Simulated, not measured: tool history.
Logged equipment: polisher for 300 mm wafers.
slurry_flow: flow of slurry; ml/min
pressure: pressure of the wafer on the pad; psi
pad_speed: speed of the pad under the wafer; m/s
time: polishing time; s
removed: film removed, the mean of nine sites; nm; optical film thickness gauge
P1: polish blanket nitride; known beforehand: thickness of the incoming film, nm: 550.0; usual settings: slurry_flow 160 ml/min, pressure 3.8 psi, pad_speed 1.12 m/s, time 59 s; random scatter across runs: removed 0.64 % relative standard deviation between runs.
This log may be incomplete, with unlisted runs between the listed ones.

run    day  slurry_flow  pressure  pad_speed  time  removed
  1  0.517          160       3.8       1.12    59  131.440
  2  1.138          160       4.7       1.12    59  161.330
  3  1.492          225       3.8       1.12    59  138.060
  4  1.967          160       3.8       1.12    59  132.270
  5  2.458          160       3.8       1.12    59  132.750
  6  2.821          160       3.8       1.12    27   60.139
  7  3.333          160       3.8       1.12    59  132.080
  8  3.717          105       3.8       1.12    59  122.430
  9  4.088          160       3.8       1.12    78  175.060
 10  4.446          160       5.4       1.62    59  254.430
 11  5.058          160       3.8       1.74    59  189.210
 12  5.512          160       3.8       1.12    59  132.120
 13  6.112          160       3.8       0.50    59   68.908

What will run 14 give?
 14  6.546          160       2.5       1.12    59        ?

removed: 87.437 nm
